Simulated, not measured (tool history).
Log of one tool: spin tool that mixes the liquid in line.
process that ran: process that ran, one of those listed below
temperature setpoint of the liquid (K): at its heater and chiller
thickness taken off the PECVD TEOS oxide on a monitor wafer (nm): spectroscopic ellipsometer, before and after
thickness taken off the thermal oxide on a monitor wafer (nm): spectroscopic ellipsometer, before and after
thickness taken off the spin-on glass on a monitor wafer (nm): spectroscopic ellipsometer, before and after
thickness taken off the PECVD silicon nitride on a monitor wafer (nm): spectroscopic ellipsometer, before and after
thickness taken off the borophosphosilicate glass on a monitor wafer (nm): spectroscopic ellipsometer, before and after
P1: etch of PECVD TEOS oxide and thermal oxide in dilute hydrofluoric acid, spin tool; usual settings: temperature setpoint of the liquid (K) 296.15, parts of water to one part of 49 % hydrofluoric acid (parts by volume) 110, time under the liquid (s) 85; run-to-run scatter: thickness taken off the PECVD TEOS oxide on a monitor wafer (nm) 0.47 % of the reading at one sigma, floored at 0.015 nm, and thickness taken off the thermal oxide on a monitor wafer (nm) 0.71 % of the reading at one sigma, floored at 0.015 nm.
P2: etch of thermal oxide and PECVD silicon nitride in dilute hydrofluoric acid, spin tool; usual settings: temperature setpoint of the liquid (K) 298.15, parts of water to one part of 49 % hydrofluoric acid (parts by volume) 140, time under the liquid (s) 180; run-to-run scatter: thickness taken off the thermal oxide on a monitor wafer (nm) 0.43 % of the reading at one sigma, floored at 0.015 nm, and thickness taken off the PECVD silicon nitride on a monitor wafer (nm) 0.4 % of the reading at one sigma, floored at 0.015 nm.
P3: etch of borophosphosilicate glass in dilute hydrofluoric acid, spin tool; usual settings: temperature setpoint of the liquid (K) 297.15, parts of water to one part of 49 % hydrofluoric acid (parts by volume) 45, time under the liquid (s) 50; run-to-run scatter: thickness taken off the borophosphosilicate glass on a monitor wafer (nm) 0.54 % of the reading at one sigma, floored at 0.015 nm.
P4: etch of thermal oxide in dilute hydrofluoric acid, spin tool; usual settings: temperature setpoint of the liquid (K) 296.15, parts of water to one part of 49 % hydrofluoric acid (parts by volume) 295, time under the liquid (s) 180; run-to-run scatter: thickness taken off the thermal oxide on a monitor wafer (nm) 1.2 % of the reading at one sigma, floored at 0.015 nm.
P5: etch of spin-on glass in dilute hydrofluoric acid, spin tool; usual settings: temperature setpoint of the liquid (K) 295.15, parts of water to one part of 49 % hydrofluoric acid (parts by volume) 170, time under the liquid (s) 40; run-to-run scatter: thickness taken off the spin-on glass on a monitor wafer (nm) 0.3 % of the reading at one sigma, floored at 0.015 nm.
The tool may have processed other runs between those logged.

| run | hour | process that ran | temperature setpoint of the liquid (K) | parts of water to one part of 49 % hydrofluoric acid (parts by volume) | time under the liquid (s) | hours since the thermometer was replaced | hours since the hydrofluoric acid flow meter was replaced | thickness taken off the PECVD TEOS oxide on a monitor wafer (nm) | thickness taken off the thermal oxide on a monitor wafer (nm) | thickness taken off the spin-on glass on a monitor wafer (nm) | thickness taken off the PECVD silicon nitride on a monitor wafer (nm) | thickness taken off the borophosphosilicate glass on a monitor wafer (nm) |
|---|---|---|---|---|---|---|---|---|---|---|---|---|
| 1 | 6.6 | P1 | 296.15 | 110 | 85 | 875.5 | 1590.2 | 12.8010 | 3.30470 |  |  |  |
| 2 | 13.7 | P1 | 299.65 | 30 | 85 | 882.6 | 1597.3 | 59.9620 | 15.22100 |  |  |  |
| 3 | 19.2 | P5 | 295.15 | 90 | 40 | 888.1 | 1602.8 |  |  | 15.3150 |  |  |
| 4 | 29.6 | P1 | 296.15 | 70 | 85 | 898.5 | 1613.2 | 21.2070 | 5.41350 |  |  |  |
| 5 | 38.8 | P2 | 298.15 | 140 | 270 | 907.7 | 1622.4 |  | 9.05650 |  | 9.9792 |  |
| 6 | 49.3 | P1 | 296.15 | 110 | 140 | 918.2 | 1632.9 | 21.0500 | 5.43150 |  |  |  |
| 7 | 58.3 | P1 | 290.15 | 110 | 120 | 927.2 | 1641.9 | 14.0870 | 3.60360 |  |  |  |
| 8 | 67.8 | P1 | 296.15 | 185 | 85 | 936.7 | 1651.4 | 7.0081 | 1.79820 |  |  |  |
| 9 | 72.5 | P3 | 297.15 | 20 | 50 | 941.4 | 1656.1 |  |  |  |  | 79.268 |
| 10 | 79.8 | P5 | 295.15 | 170 | 40 | 948.7 | 1663.4 |  |  | 7.4344 |  |  |
| 11 | 90.5 | P4 | 304.15 | 295 | 180 | 959.4 | 1674.1 |  | 2.90970 |  |  |  |
| 12 | 95.8 | P2 | 305.65 | 140 | 180 | 964.7 | 1679.4 |  | 7.93580 |  | 10.5350 |  |
| 13 | 101.3 | P1 | 290.15 | 110 | 85 | 970.2 | 1684.9 | 10.0750 | 2.60620 |  |  |  |
| 14 | 108.9 | P3 | 297.15 | 45 | 50 | 977.8 | 1692.5 |  |  |  |  | 34.505 |
| 15 | 117.9 | P3 | 290.65 | 45 | 50 | 986.8 | 1701.5 |  |  |  |  | 25.739 |
| 16 | 126.9 | P4 | 296.15 | 60 | 180 | 995.8 | 1710.5 |  | 14.01800 |  |  |  |
| 17 | 132.3 | P1 | 296.15 | 50 | 125 | 1001.2 | 1715.9 | 44.5600 | 11.50200 |  |  |  |
| 18 | 143.1 | P2 | 298.15 | 235 | 180 | 1012.0 | 1726.7 |  | 3.22100 |  | 3.9314 |  |
| 19 | 152.1 | P1 | 302.15 | 110 | 85 | 1021.0 | 1735.7 | 16.2270 | 4.14390 |  |  |  |
| 20 | 157.6 | P1 | 296.15 | 110 | 15 | 1026.5 | 1741.2 | 2.2636 | 0.57461 |  |  |  |
| 21 | 162.4 | P4 | 296.15 | 295 | 25 | 1031.3 | 1746.0 |  | 0.32960 |  |  |  |
| 22 | 171.7 | P1 | 296.15 | 110 | 85 | 1040.6 | 1755.3 | 12.8230 | 3.31140 |  |  |  |
| 23 | 180.6 | P5 | 300.15 | 170 | 40 | 1049.5 | 1764.2 |  |  | 8.9314 |  |  |
| 24 | 189.8 | P3 | 297.15 | 45 | 85 | 1058.7 | 1773.4 |  |  |  |  | 58.590 |
| 25 | 197.1 | P1 | 296.15 | 110 | 85 | 1066.0 | 1780.7 | 12.7790 | 3.32650 |  |  |  |
| 26 | 204.6 | P5 | 295.15 | 170 | 40 | 1073.5 | 1788.2 |  |  | 7.4389 |  |  |
| 27 | 212.7 | P5 | 295.15 | 170 | 15 | 1081.6 | 1796.3 |  |  | 2.7829 |  |  |
| 28 | 219.4 | P1 | 296.15 | 110 | 85 | 1088.3 | 1803.0 | 12.8130 | 3.27450 |  |  |  |
| 29 | 227.5 | P4 | 296.15 | 295 | 180 | 1096.4 | 1811.1 |  | 2.12930 |  |  |  |
| 30 | 232.7 | P1 | 296.15 | 110 | 85 | 1101.6 | 1816.3 | 12.8230 | 3.25700 |  |  |  |
| 31 | 239.0 | P2 | 298.15 | 140 | 180 | 1107.9 | 1822.6 |  | 6.02580 |  | 6.6093 |  |
| 32 | 245.4 | P1 | 296.15 | 110 | 85 | 1114.3 | 1829.0 | 12.8210 | 3.29050 |  |  |  |
| 33 | 250.7 | P1 | 296.15 | 110 | 85 | 1119.6 | 1834.3 | 12.5190 | 3.24950 |  |  |  |
| 34 | 257.1 | P1 | 296.15 | 110 | 85 | 1126.0 | 1840.7 | 12.5310 | 3.12520 |  |  |  |
| 35 | 267.6 | P1 | 296.15 | 110 | 85 | 1136.5 | 1851.2 | 12.2710 | 3.16950 |  |  |  |
| 36 | 277.3 | P1 | 296.15 | 110 | 85 | 1146.2 | 1860.9 | 12.1510 | 3.11420 |  |  |  |
| 37 | 283.4 | P1 | 296.15 | 110 | 85 | 1152.3 | 1867.0 | 12.2160 | 3.18050 |  |  |  |
| 38 | 291.7 | P1 | 296.15 | 110 | 85 | 1160.6 | 1875.3 | 12.1560 | 3.07420 |  |  |  |
| 39 | 299.4 | P1 | 296.15 | 110 | 85 | 1168.3 | 1883.0 | 12.0640 | 3.06880 |  |  |  |
| 40 | 308.0 | P1 | 296.15 | 110 | 85 | 1176.9 | 1891.6 | 12.1140 | 3.08840 |  |  |  |
| 41 | 315.2 | P1 | 296.15 | 110 | 85 | 1184.1 | 1898.8 | 12.0850 | 3.11730 |  |  |  |
| 42 | 324.5 | P1 | 296.15 | 110 | 85 | 1193.4 | 1908.1 | 12.0470 | 3.07250 |  |  |  |

The output of P1 has drifted from where it used to be. Each of the 2 causes below, taken at the size shown beside it, accounts for the log equally well:
A: liquid colder than its thermometer reads (K) = 1.58
B: hydrofluoric acid flow below the setpoint (%) = 5.41
Creep in the process output first set in at about hour 245.4.

4 check runs are offered, one wafer each, their results left as question marks. Which one tells the causes apart?
| check 1 | 333.8 | P3 | 293.15 | 45 | 75 |  |  |  |  |  |  | ? |
| check 2 | 333.8 | P2 | 303.65 | 210 | 180 |  |  |  | ? |  | ? |  |
| check 3 | 333.8 | P4 | 301.15 | 70 | 180 |  |  |  | ? |  |  |  |
| check 4 | 333.8 | P5 | 295.15 | 105 | 15 |  |  |  |  | ? |  |  |

Expected result of each check under each candidate cause:
| check | result | if A | if B |
|---|---|---|---|
| check 1 | thickness taken off the borophosphosilicate glass on a monitor wafer (nm) | 40.577 | 40.949 |
| check 2 | thickness taken off the thermal oxide on a monitor wafer (nm) | 4.26860 | 4.20150 |
| check 2 | thickness taken off the PECVD silicon nitride on a monitor wafer (nm) | 5.6235 | 5.8376 |
| check 3 | thickness taken off the thermal oxide on a monitor wafer (nm) | 13.42800 | 13.44200 |
| check 4 | thickness taken off the spin-on glass on a monitor wafer (nm) | 4.5427 | 4.5489 |
Per check, the gap between the least separated pair of causes, taken in the result that splits them most: check 1 0.91 %; check 2 3.74 %; check 3 0.11 %; check 4 0.14 %
Only in check 2 would the causes give clearly different results; in the remaining checks their results would be nearly the same.

Here is what check 2 returned: thickness taken off the thermal oxide on a monitor wafer (nm) 4.22140; thickness taken off the PECVD silicon nitride on a monitor wafer (nm) 5.6529. Which cause is it?

It is A: liquid colder than its thermometer reads (K).
